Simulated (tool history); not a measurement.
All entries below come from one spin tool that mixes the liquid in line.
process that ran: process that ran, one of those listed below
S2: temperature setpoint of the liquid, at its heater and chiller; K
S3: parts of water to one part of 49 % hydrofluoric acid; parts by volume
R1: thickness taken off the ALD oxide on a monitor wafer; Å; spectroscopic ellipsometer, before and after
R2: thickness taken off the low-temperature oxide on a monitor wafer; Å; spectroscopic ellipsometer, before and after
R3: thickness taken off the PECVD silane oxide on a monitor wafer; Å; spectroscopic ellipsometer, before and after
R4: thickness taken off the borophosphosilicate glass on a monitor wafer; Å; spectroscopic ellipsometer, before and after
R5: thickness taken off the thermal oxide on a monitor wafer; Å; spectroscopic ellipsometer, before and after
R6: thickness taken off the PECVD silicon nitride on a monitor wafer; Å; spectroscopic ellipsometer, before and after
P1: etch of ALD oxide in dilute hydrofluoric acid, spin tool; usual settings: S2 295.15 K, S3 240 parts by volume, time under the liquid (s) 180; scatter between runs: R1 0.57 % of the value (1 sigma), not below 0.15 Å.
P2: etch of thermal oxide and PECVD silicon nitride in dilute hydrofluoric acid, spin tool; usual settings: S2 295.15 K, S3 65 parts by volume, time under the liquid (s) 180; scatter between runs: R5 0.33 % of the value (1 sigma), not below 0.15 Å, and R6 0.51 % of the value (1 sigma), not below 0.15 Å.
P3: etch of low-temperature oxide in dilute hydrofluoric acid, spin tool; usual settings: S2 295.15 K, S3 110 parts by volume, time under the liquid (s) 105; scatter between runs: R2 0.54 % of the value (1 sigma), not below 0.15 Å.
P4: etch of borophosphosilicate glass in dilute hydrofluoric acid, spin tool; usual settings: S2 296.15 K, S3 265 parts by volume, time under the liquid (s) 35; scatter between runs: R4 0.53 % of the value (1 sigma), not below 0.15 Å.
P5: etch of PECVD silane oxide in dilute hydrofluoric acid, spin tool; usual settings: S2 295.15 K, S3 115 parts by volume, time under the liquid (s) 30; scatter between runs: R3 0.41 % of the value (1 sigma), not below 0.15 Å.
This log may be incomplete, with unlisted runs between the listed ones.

{"run": 1, "hour": 14.4, "process that ran": "P1", "S2": 295.15, "S3": 240, "time under the liquid (s)": 180, "R1": 69.495}
{"run": 2, "hour": 27.0, "process that ran": "P1", "S2": 295.15, "S3": 360, "time under the liquid (s)": 180, "R1": 41.698}
{"run": 3, "hour": 41.9, "process that ran": "P1", "S2": 295.15, "S3": 240, "time under the liquid (s)": 180, "R1": 70.004}
{"run": 4, "hour": 50.4, "process that ran": "P3", "S2": 295.15, "S3": 110, "time under the liquid (s)": 105, "R2": 184.19}
{"run": 5, "hour": 59.0, "process that ran": "P5", "S2": 295.15, "S3": 115, "time under the liquid (s)": 15, "R3": 57.486}
{"run": 6, "hour": 73.0, "process that ran": "P4", "S2": 296.15, "S3": 470, "time under the liquid (s)": 35, "R4": 34.496}
{"run": 7, "hour": 81.9, "process that ran": "P1", "S2": 295.15, "S3": 240, "time under the liquid (s)": 355, "R1": 135.04}
{"run": 8, "hour": 93.8, "process that ran": "P5", "S2": 295.15, "S3": 115, "time under the liquid (s)": 30, "R3": 113.52}
{"run": 9, "hour": 109.3, "process that ran": "P1", "S2": 299.15, "S3": 110, "time under the liquid (s)": 180, "R1": 202.93}
{"run": 10, "hour": 120.6, "process that ran": "P4", "S2": 296.15, "S3": 265, "time under the liquid (s)": 35, "R4": 74.279}
{"run": 11, "hour": 132.6, "process that ran": "P1", "S2": 290.15, "S3": 240, "time under the liquid (s)": 180, "R1": 57.164}
{"run": 12, "hour": 140.9, "process that ran": "P4", "S2": 303.65, "S3": 265, "time under the liquid (s)": 35, "R4": 96.88}
{"run": 13, "hour": 153.8, "process that ran": "P1", "S2": 295.15, "S3": 240, "time under the liquid (s)": 180, "R1": 69.856}
{"run": 14, "hour": 171.2, "process that ran": "P1", "S2": 300.65, "S3": 240, "time under the liquid (s)": 180, "R1": 85.116}
{"run": 15, "hour": 179.9, "process that ran": "P3", "S2": 291.65, "S3": 110, "time under the liquid (s)": 105, "R2": 159.93}
{"run": 16, "hour": 192.5, "process that ran": "P2", "S2": 295.15, "S3": 35, "time under the liquid (s)": 180, "R5": 237.74, "R6": 93.536}
{"run": 17, "hour": 207.7, "process that ran": "P1", "S2": 295.15, "S3": 240, "time under the liquid (s)": 180, "R1": 69.711}
{"run": 18, "hour": 217.8, "process that ran": "P3", "S2": 295.15, "S3": 110, "time under the liquid (s)": 155, "R2": 272.42}
{"run": 19, "hour": 227.5, "process that ran": "P1", "S2": 295.15, "S3": 45, "time under the liquid (s)": 180, "R1": 454.73}
{"run": 20, "hour": 237.0, "process that ran": "P5", "S2": 290.15, "S3": 115, "time under the liquid (s)": 30, "R3": 93.068}
{"run": 21, "hour": 253.6, "process that ran": "P4", "S2": 296.15, "S3": 265, "time under the liquid (s)": 20, "R4": 42.708}
{"run": 22, "hour": 271.1, "process that ran": "P5", "S2": 295.15, "S3": 30, "time under the liquid (s)": 30, "R3": 484.23}
{"run": 23, "hour": 287.7, "process that ran": "P4", "S2": 296.15, "S3": 265, "time under the liquid (s)": 35, "R4": 74.222}
{"run": 24, "hour": 299.8, "process that ran": "P2", "S2": 295.15, "S3": 65, "time under the liquid (s)": 340, "R5": 232.49, "R6": 96.016}
{"run": 25, "hour": 311.1, "process that ran": "P3", "S2": 295.15, "S3": 110, "time under the liquid (s)": 105, "R2": 184.01}
{"run": 26, "hour": 322.6, "process that ran": "P2", "S2": 295.15, "S3": 65, "time under the liquid (s)": 180, "R5": 123.09, "R6": 50.91}
{"run": 27, "hour": 338.7, "process that ran": "P1", "S2": 290.15, "S3": 240, "time under the liquid (s)": 105, "R1": 33.35}
{"run": 28, "hour": 356.1, "process that ran": "P2", "S2": 302.65, "S3": 65, "time under the liquid (s)": 180, "R5": 165.8, "R6": 83.681}
{"run": 29, "hour": 365.6, "process that ran": "P1", "S2": 295.15, "S3": 240, "time under the liquid (s)": 60, "R1": 23.427}
{"run": 30, "hour": 380.6, "process that ran": "P3", "S2": 295.15, "S3": 195, "time under the liquid (s)": 105, "R2": 93.953}
{"run": 31, "hour": 396.1, "process that ran": "P1", "S2": 295.15, "S3": 240, "time under the liquid (s)": 180, "R1": 69.493}
{"run": 32, "hour": 414.0, "process that ran": "P1", "S2": 295.15, "S3": 240, "time under the liquid (s)": 180, "R1": 69.349}
{"run": 33, "hour": 423.8, "process that ran": "P1", "S2": 295.15, "S3": 240, "time under the liquid (s)": 180, "R1": 67.734}
{"run": 34, "hour": 441.7, "process that ran": "P1", "S2": 295.15, "S3": 240, "time under the liquid (s)": 180, "R1": 66.514}
{"run": 35, "hour": 449.8, "process that ran": "P1", "S2": 295.15, "S3": 240, "time under the liquid (s)": 180, "R1": 66.069}
{"run": 36, "hour": 458.8, "process that ran": "P1", "S2": 295.15, "S3": 240, "time under the liquid (s)": 180, "R1": 65.409}
{"run": 37, "hour": 471.1, "process that ran": "P1", "S2": 295.15, "S3": 240, "time under the liquid (s)": 180, "R1": 64.309}
{"run": 38, "hour": 479.3, "process that ran": "P1", "S2": 295.15, "S3": 240, "time under the liquid (s)": 180, "R1": 65.941}
{"run": 39, "hour": 497.1, "process that ran": "P1", "S2": 295.15, "S3": 240, "time under the liquid (s)": 180, "R1": 64.79}

P1 no longer gives what it gave before; its output has crept away from where it was. The following 2 causes, each at its listed size, fit the log equally well:
A: hydrofluoric acid flow below the setpoint (%) = 4.9
B: liquid colder than its thermometer reads (K) = 1.68
The onset of the drift is placed at about hour 414.

4 check runs are offered, one wafer each, their results left as question marks. Which one tells the causes apart?
{"run": "check 1", "hour": 514.9, "process that ran": "P4", "S2": 296.15, "S3": 265, "time under the liquid (s)": 35, "R4": "?"}
{"run": "check 2", "hour": 514.9, "process that ran": "P5", "S2": 295.15, "S3": 115, "time under the liquid (s)": 30, "R3": "?"}
{"run": "check 3", "hour": 514.9, "process that ran": "P2", "S2": 295.15, "S3": 65, "time under the liquid (s)": 180, "R5": "?", "R6": "?"}
{"run": "check 4", "hour": 514.9, "process that ran": "P3", "S2": 295.15, "S3": 110, "time under the liquid (s)": 105, "R2": "?"}

Expected result of each check under each candidate cause:
check=check_1 result=R4 if_A=70.192 if_B=70.377
check=check_2 result=R3 if_A=107.83 if_B=106.69
check=check_3 result=R5 if_A=116.77 if_B=114.96
check=check_3 result=R6 if_A=48.416 if_B=45.334
check=check_4 result=R2 if_A=173.59 if_B=171.68
Per check, the gap between the least separated pair of causes, taken in the result that splits them most: check 1 0.26 %; check 2 1.06 %; check 3 6.58 %; check 4 1.11 %
Check 3 is the one run that separates the causes; every other check would come out nearly the same whichever cause is at work.

Check 3 was carried out, with these results: R5 116.21 Å; R6 48.503 Å. Which of the listed causes is responsible?

Of the candidate causes, it is A: hydrofluoric acid flow below the setpoint (%).

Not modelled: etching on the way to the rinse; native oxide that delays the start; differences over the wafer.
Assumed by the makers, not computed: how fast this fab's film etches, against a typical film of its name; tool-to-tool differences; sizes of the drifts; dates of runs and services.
